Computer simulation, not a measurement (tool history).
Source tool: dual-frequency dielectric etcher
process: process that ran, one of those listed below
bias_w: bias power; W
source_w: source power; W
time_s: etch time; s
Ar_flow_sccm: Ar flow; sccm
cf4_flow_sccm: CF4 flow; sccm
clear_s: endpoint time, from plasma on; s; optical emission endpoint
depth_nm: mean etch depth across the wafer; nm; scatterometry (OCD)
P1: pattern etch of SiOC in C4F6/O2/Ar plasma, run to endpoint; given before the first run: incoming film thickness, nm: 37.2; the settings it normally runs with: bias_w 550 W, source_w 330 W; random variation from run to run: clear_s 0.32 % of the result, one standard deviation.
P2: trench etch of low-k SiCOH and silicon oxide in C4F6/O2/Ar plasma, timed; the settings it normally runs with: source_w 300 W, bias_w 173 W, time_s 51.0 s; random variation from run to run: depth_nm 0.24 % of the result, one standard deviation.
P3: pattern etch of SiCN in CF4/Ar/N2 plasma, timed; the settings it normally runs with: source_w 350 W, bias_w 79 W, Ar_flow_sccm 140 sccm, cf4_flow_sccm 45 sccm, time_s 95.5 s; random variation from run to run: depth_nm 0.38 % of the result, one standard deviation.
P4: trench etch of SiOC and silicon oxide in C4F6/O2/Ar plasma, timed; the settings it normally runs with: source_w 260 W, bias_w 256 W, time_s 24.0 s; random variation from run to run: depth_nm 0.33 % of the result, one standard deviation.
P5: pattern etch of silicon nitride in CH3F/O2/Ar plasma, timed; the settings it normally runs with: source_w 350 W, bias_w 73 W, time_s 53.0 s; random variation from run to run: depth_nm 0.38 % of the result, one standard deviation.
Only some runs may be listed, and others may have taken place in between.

run   hour  process  bias_w  source_w  time_s  Ar_flow_sccm  cf4_flow_sccm  hours since the last wet clean  hours since the last bias power generator calibration  hours since the last source power generator calibration  clear_s  depth_nm
  1    6.3       P1     550       330                                                                208.0                                                  571.2                                                   2436.5   13.076
  2   15.8       P1     550       330                                                                217.5                                                  580.7                                                   2446.0   13.007
  3   24.4       P4     256       200    24.0                                                        226.1                                                  589.3                                                   2454.6             41.188
      29.3  -- source power generator calibrated
  4   32.0       P5     100       350    53.0                                                        233.7                                                  596.9                                                      2.7             39.614
  5   42.5       P3      79       350   142.0           140             45                           244.2                                                  607.4                                                     13.2             91.140
  6   52.1       P2     173       210    51.0                                                        253.8                                                  617.0                                                     22.8            130.770
  7   61.2       P1     550       330                                                                262.9                                                  626.1                                                     31.9   12.921
  8   71.9       P2     173       300    51.0                                                        273.6                                                  636.8                                                     42.6            150.420
  9   83.5       P3      79       350    95.5           140             45                           285.2                                                  648.4                                                     54.2             61.547
 10   92.0       P4     155       260    24.0                                                        293.7                                                  656.9                                                     62.7             38.438
 11   99.7       P3      79       210    95.5           140             45                           301.4                                                  664.6                                                     70.4             39.673
 12  107.9       P2     173       300    51.0                                                        309.6                                                  672.8                                                     78.6            150.460
 13  119.1       P5      73       350    74.5                                                        320.8                                                  684.0                                                     89.8             49.706
 14  128.7       P4     256       260    24.0                                                        330.4                                                  693.6                                                     99.4             45.381
 15  134.4       P3     109       350    95.5           140             45                           336.1                                                  699.3                                                    105.1             70.347
 16  140.3       P1     550       330                                                                342.0                                                  705.2                                                    111.0   12.971
 17  148.7       P2     205       300    51.0                                                        350.4                                                  713.6                                                    119.4            159.090
 18  159.3       P1     412       270                                                                361.0                                                  724.2                                                    130.0   15.554
 19  169.8       P3      79       350    95.5           140             45                           371.5                                                  734.7                                                    140.5             61.484
 20  178.1       P5      73       210    53.0                                                        379.8                                                  743.0                                                    148.8             29.189
 21  183.4       P1     550       330                                                                385.1                                                  748.3                                                    154.1   12.908
 22  191.8       P1     676       330                                                                393.5                                                  756.7                                                    162.5   11.998
 23  201.3       P3      79       350    95.5           140             61                           403.0                                                  766.2                                                    172.0             64.145
 24  212.2       P4     256       260    15.0                                                        413.9                                                  777.1                                                    182.9             28.466
 25  224.2       P2     173       300    37.5                                                        425.9                                                  789.1                                                    194.9            110.320
 26  232.6       P1     393       330                                                                434.3                                                  797.5                                                    203.3   14.732
 27  239.4       P3      79       350    95.5           100             45                           441.1                                                  804.3                                                    210.1             64.907
 28  247.3       P1     550       450                                                                449.0                                                  812.2                                                    218.0   11.546
 29  253.5       P5      73       350    53.0                                                        455.2                                                  818.4                                                    224.2             35.289
 30  262.8       P1     550       330                                                                464.5                                                  827.7                                                    233.5   12.951
 31  274.7       P1     550       270                                                                476.4                                                  839.6                                                    245.4   13.948
 32  284.1       P1     550       330                                                                485.8                                                  849.0                                                    254.8   13.053
 33  292.6       P1     550       330                                                                494.3                                                  857.5                                                    263.3   12.899
 34  303.7       P1     550       330                                                                505.4                                                  868.6                                                    274.4   12.849
 35  313.2       P1     550       330                                                                514.9                                                  878.1                                                    283.9   12.842
     314.2  -- wet clean of the chamber
 36  322.3       P1     550       330                                                                  8.2                                                  887.2                                                    293.0   12.907
 37  330.0       P1     550       330                                                                 15.9                                                  894.9                                                    300.7   12.797
 38  341.8       P1     550       330                                                                 27.7                                                  906.7                                                    312.5   12.781
 39  349.3       P1     550       330                                                                 35.2                                                  914.2                                                    320.0   12.798

The log shows P1 creeping away from where it was. Any of the 2 causes listed here, at the size stated for it, fits the log just as well as the others:
A: bias power that arrives over what is set, % = 4.28
B: source power that arrives over what is set, % = 4.48
Creep in the process output first set in at about hour 284.1.
Each remaining cause and why it is not a fit:
chamber walls in a state that raises the etch rate, %: serviced at hour 314.2, after the change had begun; the process did not return to its earlier output

Which of the 4 check runs listed below, each an average over 2 wafers with its results shown as question marks, gives clearly different results under the different listed causes?
check 1  356.8       P4     256       260    24.0                                                                                                                                                                                               ?
check 2  356.8       P2     173       300    51.0                                                                                                                                                                                               ?
check 3  356.8       P5      73       350    53.0                                                                                                                                                                                               ?
check 4  356.8       P3      79       350    95.5           140             45                                                                                                                                                                  ?

What every check run would give for each of its results, assuming each possible cause in turn:
  check    result     if A     if B
check 1  depth_nm   46.207   46.295
check 2  depth_nm  152.500  153.040
check 3  depth_nm   35.808   35.878
check 4  depth_nm   62.698   64.007
How far apart the two closest causes lie, in the result that separates them most: check 1 0.19 %; check 2 0.35 %; check 3 0.2 %; check 4 2.07 %
The other checks would show nearly matching results whichever cause is true, so check 4 is the only one that separates the causes.

Here is what check 4 returned: depth_nm 62.982 nm. Which cause is it?

It was cause A: bias power that arrives over what is set, %.
